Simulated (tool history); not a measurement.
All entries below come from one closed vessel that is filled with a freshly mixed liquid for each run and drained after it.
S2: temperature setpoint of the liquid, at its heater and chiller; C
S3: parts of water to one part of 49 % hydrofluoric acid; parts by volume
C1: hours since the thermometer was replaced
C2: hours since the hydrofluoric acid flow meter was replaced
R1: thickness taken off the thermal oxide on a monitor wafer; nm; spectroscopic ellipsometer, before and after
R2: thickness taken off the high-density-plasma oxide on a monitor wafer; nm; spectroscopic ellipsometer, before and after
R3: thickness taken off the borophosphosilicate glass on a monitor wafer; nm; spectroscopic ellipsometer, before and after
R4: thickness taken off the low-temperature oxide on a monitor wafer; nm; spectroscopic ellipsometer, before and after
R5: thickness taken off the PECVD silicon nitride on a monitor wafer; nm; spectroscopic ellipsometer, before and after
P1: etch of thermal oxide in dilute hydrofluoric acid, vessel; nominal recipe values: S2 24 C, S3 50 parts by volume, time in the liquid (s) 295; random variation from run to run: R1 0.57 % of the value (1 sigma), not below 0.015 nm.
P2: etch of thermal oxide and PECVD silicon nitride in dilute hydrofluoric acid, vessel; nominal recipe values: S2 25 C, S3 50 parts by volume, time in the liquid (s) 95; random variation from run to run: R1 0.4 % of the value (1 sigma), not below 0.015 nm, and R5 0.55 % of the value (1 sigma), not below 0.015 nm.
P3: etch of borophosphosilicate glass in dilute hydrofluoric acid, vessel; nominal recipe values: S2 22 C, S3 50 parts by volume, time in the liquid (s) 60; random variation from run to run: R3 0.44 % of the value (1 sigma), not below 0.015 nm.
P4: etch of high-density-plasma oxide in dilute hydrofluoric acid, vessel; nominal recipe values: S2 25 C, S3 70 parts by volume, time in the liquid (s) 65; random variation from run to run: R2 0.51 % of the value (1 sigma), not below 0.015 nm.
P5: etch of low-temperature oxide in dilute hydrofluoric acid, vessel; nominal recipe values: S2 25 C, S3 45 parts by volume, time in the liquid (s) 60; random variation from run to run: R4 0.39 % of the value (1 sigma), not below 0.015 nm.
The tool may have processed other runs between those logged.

{"run": 1, "hour": 11.7, "process that ran": "P1", "S2": 24, "S3": 50, "time in the liquid (s)": 295, "C1": 145.9, "C2": 351.6, "R1": 29.09}
{"run": 2, "hour": 20.6, "process that ran": "P1", "S2": 24, "S3": 50, "time in the liquid (s)": 525, "C1": 154.8, "C2": 360.5, "R1": 51.091}
{"run": 3, "hour": 30.8, "process that ran": "P1", "S2": 24, "S3": 50, "time in the liquid (s)": 295, "C1": 165, "C2": 370.7, "R1": 29.172}
{"run": 4, "hour": 44.0, "process that ran": "P1", "S2": 30, "S3": 80, "time in the liquid (s)": 295, "C1": 178.2, "C2": 383.9, "R1": 22.161}
{"run": 5, "hour": 55.5, "process that ran": "P4", "S2": 25, "S3": 70, "time in the liquid (s)": 125, "C1": 189.7, "C2": 395.4, "R2": 22.293}
{"run": 6, "hour": 66.6, "process that ran": "P1", "S2": 24, "S3": 20, "time in the liquid (s)": 515, "C1": 200.8, "C2": 406.5, "R1": 131.27}
{"run": 7, "hour": 78.9, "process that ran": "P1", "S2": 24, "S3": 50, "time in the liquid (s)": 295, "C1": 213.1, "C2": 418.8, "R1": 29.359}
{"run": 8, "hour": 88.4, "process that ran": "P3", "S2": 22, "S3": 75, "time in the liquid (s)": 60, "C1": 222.6, "C2": 428.3, "R3": 35.057}
{"run": 9, "hour": 95.1, "process that ran": "P4", "S2": 25, "S3": 70, "time in the liquid (s)": 65, "C1": 229.3, "C2": 435, "R2": 11.652}
{"run": 10, "hour": 102.4, "process that ran": "P3", "S2": 29, "S3": 50, "time in the liquid (s)": 60, "C1": 236.6, "C2": 442.3, "R3": 71.621}
{"run": 11, "hour": 111.2, "process that ran": "P5", "S2": 33, "S3": 45, "time in the liquid (s)": 60, "C1": 245.4, "C2": 451.1, "R4": 43.643}
{"run": 12, "hour": 123.4, "process that ran": "P1", "S2": 17, "S3": 50, "time in the liquid (s)": 295, "C1": 257.6, "C2": 463.3, "R1": 21.508}
{"run": 13, "hour": 134.8, "process that ran": "P4", "S2": 17, "S3": 70, "time in the liquid (s)": 65, "C1": 269, "C2": 474.7, "R2": 8.1986}
{"run": 14, "hour": 148.2, "process that ran": "P4", "S2": 25, "S3": 95, "time in the liquid (s)": 65, "C1": 282.4, "C2": 488.1, "R2": 8.2398}
{"hour": 154.8, "done": "hydrofluoric acid flow meter replaced"}
{"run": 15, "hour": 159.3, "process that ran": "P2", "S2": 25, "S3": 50, "time in the liquid (s)": 160, "C1": 293.5, "C2": 4.5, "R1": 16.889, "R5": 6.9926}
{"run": 16, "hour": 168.5, "process that ran": "P1", "S2": 24, "S3": 50, "time in the liquid (s)": 295, "C1": 302.7, "C2": 13.7, "R1": 29.097}
{"run": 17, "hour": 181.6, "process that ran": "P4", "S2": 25, "S3": 70, "time in the liquid (s)": 65, "C1": 315.8, "C2": 26.8, "R2": 11.552}
{"run": 18, "hour": 193.3, "process that ran": "P5", "S2": 25, "S3": 45, "time in the liquid (s)": 30, "C1": 327.5, "C2": 38.5, "R4": 15.992}
{"run": 19, "hour": 207.6, "process that ran": "P1", "S2": 24, "S3": 70, "time in the liquid (s)": 295, "C1": 341.8, "C2": 52.8, "R1": 20.339}
{"run": 20, "hour": 222.8, "process that ran": "P1", "S2": 31, "S3": 50, "time in the liquid (s)": 295, "C1": 357, "C2": 68, "R1": 38.202}
{"run": 21, "hour": 236.6, "process that ran": "P5", "S2": 25, "S3": 45, "time in the liquid (s)": 60, "C1": 370.8, "C2": 81.8, "R4": 32.024}
{"run": 22, "hour": 243.3, "process that ran": "P1", "S2": 24, "S3": 20, "time in the liquid (s)": 295, "C1": 377.5, "C2": 88.5, "R1": 75.76}
{"run": 23, "hour": 251.8, "process that ran": "P2", "S2": 18.5, "S3": 50, "time in the liquid (s)": 95, "C1": 386, "C2": 97, "R1": 7.5256, "R5": 2.6368}
{"hour": 258.7, "done": "thermometer replaced"}
{"run": 24, "hour": 261.9, "process that ran": "P1", "S2": 24, "S3": 50, "time in the liquid (s)": 90, "C1": 3.3, "C2": 107.1, "R1": 8.9005}
{"run": 25, "hour": 270.9, "process that ran": "P5", "S2": 25, "S3": 25, "time in the liquid (s)": 60, "C1": 12.3, "C2": 116.1, "R4": 59.079}
{"run": 26, "hour": 281.2, "process that ran": "P1", "S2": 17, "S3": 20, "time in the liquid (s)": 295, "C1": 22.6, "C2": 126.4, "R1": 55.82}
{"run": 27, "hour": 295.4, "process that ran": "P2", "S2": 25, "S3": 50, "time in the liquid (s)": 95, "C1": 36.8, "C2": 140.6, "R1": 10.004, "R5": 4.1228}
{"run": 28, "hour": 310.0, "process that ran": "P3", "S2": 22, "S3": 50, "time in the liquid (s)": 30, "C1": 51.4, "C2": 155.2, "R3": 27.305}
{"run": 29, "hour": 320.8, "process that ran": "P2", "S2": 25, "S3": 70, "time in the liquid (s)": 95, "C1": 62.2, "C2": 166, "R1": 6.9872, "R5": 2.9744}
{"run": 30, "hour": 329.5, "process that ran": "P3", "S2": 22, "S3": 50, "time in the liquid (s)": 60, "C1": 70.9, "C2": 174.7, "R3": 54.514}
{"run": 31, "hour": 343.2, "process that ran": "P1", "S2": 24, "S3": 50, "time in the liquid (s)": 295, "C1": 84.6, "C2": 188.4, "R1": 28.785}
{"run": 32, "hour": 351.7, "process that ran": "P1", "S2": 24, "S3": 50, "time in the liquid (s)": 295, "C1": 93.1, "C2": 196.9, "R1": 28.806}
{"run": 33, "hour": 359.4, "process that ran": "P1", "S2": 24, "S3": 50, "time in the liquid (s)": 295, "C1": 100.8, "C2": 204.6, "R1": 29.074}
{"run": 34, "hour": 374.5, "process that ran": "P1", "S2": 24, "S3": 50, "time in the liquid (s)": 295, "C1": 115.9, "C2": 219.7, "R1": 30.459}
{"run": 35, "hour": 389.2, "process that ran": "P1", "S2": 24, "S3": 50, "time in the liquid (s)": 295, "C1": 130.6, "C2": 234.4, "R1": 30.404}
{"run": 36, "hour": 403.6, "process that ran": "P1", "S2": 24, "S3": 50, "time in the liquid (s)": 295, "C1": 145, "C2": 248.8, "R1": 30.735}
{"run": 37, "hour": 414.6, "process that ran": "P1", "S2": 24, "S3": 50, "time in the liquid (s)": 295, "C1": 156, "C2": 259.8, "R1": 31.066}
{"run": 38, "hour": 429.5, "process that ran": "P1", "S2": 24, "S3": 50, "time in the liquid (s)": 295, "C1": 170.9, "C2": 274.7, "R1": 31.29}
{"run": 39, "hour": 439.6, "process that ran": "P1", "S2": 24, "S3": 50, "time in the liquid (s)": 295, "C1": 181, "C2": 284.8, "R1": 31.107}

Run 40 is up next; what results do you expect?
{"run": 40, "hour": 454.7, "process that ran": "P1", "S2": 24, "S3": 50, "time in the liquid (s)": 295, "C1": 196.1, "C2": 299.9, "R1": "?"}

R1: 31.458 nm
